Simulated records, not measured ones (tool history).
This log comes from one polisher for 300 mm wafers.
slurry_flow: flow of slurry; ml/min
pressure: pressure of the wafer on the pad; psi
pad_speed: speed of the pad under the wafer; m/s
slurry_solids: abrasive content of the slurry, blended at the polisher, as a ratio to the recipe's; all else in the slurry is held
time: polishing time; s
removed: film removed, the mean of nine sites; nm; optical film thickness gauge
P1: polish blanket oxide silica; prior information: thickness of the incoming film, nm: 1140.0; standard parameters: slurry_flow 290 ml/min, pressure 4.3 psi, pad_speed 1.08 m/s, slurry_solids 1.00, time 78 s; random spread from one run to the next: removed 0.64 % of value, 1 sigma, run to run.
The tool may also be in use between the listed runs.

run,hour,slurry_flow,pressure,pad_speed,slurry_solids,time,wafers polished on this pad,hours since the slurry nozzle was cleaned,hours since the head pressure was calibrated,hours since the slurry blender was calibrated,hours since the conditioning disc was replaced,removed
1,14.7,290,4.3,1.08,1.00,78,1243,284.0,302.7,71.1,97.4,232.85
2,30.2,290,4.3,1.08,1.00,78,1354,299.5,318.2,86.6,112.9,231.97
3,41.5,290,4.3,1.08,1.00,78,1435,310.8,329.5,97.9,124.2,230.22
4,57.5,290,4.3,1.08,1.25,78,1549,326.8,345.5,113.9,140.2,253.65
5,70.7,290,4.3,1.50,1.00,78,1643,340.0,358.7,127.1,153.4,297.32
6,83.3,365,4.3,1.08,1.00,117,1733,352.6,371.3,139.7,166.0,355.29
7,94.0,290,4.3,1.08,0.50,78,1810,363.3,382.0,150.4,176.7,158.16
8,101.8,290,4.3,1.08,1.00,78,1866,371.1,389.8,158.2,184.5,231.87
9,112.7,290,4.3,1.08,1.00,117,1944,382.0,400.7,169.1,195.4,339.96
10,124.2,290,4.3,1.08,1.00,78,2026,393.5,412.2,180.6,206.9,231.90
11,136.5,290,4.3,0.50,1.00,78,2114,405.8,424.5,192.9,219.2,124.67
12,144.4,290,4.3,1.08,1.00,56,2170,413.7,432.4,200.8,227.1,164.78
13,160.1,290,6.2,1.08,1.00,78,2282,429.4,448.1,216.5,242.8,335.30
14,169.2,290,2.8,1.08,0.50,78,2348,438.5,457.2,225.6,251.9,102.99
15,177.4,175,4.3,1.08,1.00,78,2406,446.7,465.4,233.8,260.1,217.56
16,186.9,385,5.7,1.08,1.00,78,2474,456.2,474.9,243.3,269.6,309.83

Run 17 has not been measured yet. What should we expect?
17,195.3,460,4.3,1.08,1.00,78,2534,464.6,483.3,251.7,278.0,?

{"run 17": {"removed": 238.49}}

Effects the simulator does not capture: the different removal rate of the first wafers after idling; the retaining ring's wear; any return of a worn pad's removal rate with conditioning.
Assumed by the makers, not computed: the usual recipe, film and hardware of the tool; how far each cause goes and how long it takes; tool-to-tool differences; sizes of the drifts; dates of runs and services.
